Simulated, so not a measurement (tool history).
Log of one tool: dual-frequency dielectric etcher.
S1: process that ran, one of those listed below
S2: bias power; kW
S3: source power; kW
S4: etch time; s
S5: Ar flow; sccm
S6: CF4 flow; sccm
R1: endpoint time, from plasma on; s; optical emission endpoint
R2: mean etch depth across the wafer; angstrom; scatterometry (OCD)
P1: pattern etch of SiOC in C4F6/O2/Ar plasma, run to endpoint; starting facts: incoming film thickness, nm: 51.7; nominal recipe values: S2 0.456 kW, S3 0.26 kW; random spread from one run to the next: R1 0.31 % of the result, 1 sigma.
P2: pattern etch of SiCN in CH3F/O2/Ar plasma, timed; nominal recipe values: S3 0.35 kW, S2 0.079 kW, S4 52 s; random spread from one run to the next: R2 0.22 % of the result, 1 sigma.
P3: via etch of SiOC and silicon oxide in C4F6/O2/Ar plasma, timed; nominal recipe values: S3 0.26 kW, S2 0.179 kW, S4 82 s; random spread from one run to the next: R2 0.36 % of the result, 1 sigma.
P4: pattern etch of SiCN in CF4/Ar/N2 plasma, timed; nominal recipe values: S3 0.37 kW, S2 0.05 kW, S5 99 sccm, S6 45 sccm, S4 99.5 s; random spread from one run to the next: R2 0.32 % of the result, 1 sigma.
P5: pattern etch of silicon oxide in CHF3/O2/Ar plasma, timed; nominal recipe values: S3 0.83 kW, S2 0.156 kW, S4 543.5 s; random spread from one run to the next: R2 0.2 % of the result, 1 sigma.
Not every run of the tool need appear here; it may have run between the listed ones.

run	hour	S1	S2	S3	S4	S5	S6	R1	R2
1	7.5	P1	0.456	0.26				21.273	
2	14.3	P5	0.156	0.83	794.5				16714
3	19	P4	0.04	0.37	99.5	99	45		546.38
4	26.6	P1	0.456	0.26				21.401	
5	33.6	P5	0.156	0.62	543.5				10244
6	40.3	P2	0.056	0.35	52				170.51
7	46.6	P3	0.179	0.26	48				449.58
8	52.6	P3	0.134	0.26	82				696.99
9	57.2	P4	0.05	0.37	99.5	99	45		598.31
10	62.2	P1	0.456	0.26				21.393	
11	67.7	P1	0.456	0.26				21.21	
# hour 70.9: wet clean of the chamber
12	74.1	P3	0.179	0.35	82				856.86
13	80.7	P5	0.188	0.83	543.5				12220
14	88.6	P1	0.456	0.2				23.572	
15	94.1	P1	0.601	0.31				18.048	
16	101.1	P3	0.179	0.26	82				770.28
17	106.5	P5	0.156	0.83	543.5				11448
18	113.7	P4	0.05	0.51	99.5	99	45		787.04
19	120.4	P1	0.456	0.26				21.455	
20	127.9	P4	0.05	0.37	99.5	60	45		646.7
21	132.9	P5	0.156	0.83	543.5				11446
22	138.9	P1	0.268	0.26				25.881	
23	142.8	P1	0.643	0.26				18.652	
24	150.8	P2	0.079	0.35	52				192.99
25	159.1	P2	0.079	0.35	66				244.36
26	164.4	P2	0.079	0.45	52				211.58
27	169.6	P1	0.456	0.34				19.369	
28	173.5	P4	0.05	0.37	99.5	99	27		540.52

Run 29 has not been measured yet. What should we expect?
29	178.9	P1	0.456	0.26				?	

R1: 21.404 s

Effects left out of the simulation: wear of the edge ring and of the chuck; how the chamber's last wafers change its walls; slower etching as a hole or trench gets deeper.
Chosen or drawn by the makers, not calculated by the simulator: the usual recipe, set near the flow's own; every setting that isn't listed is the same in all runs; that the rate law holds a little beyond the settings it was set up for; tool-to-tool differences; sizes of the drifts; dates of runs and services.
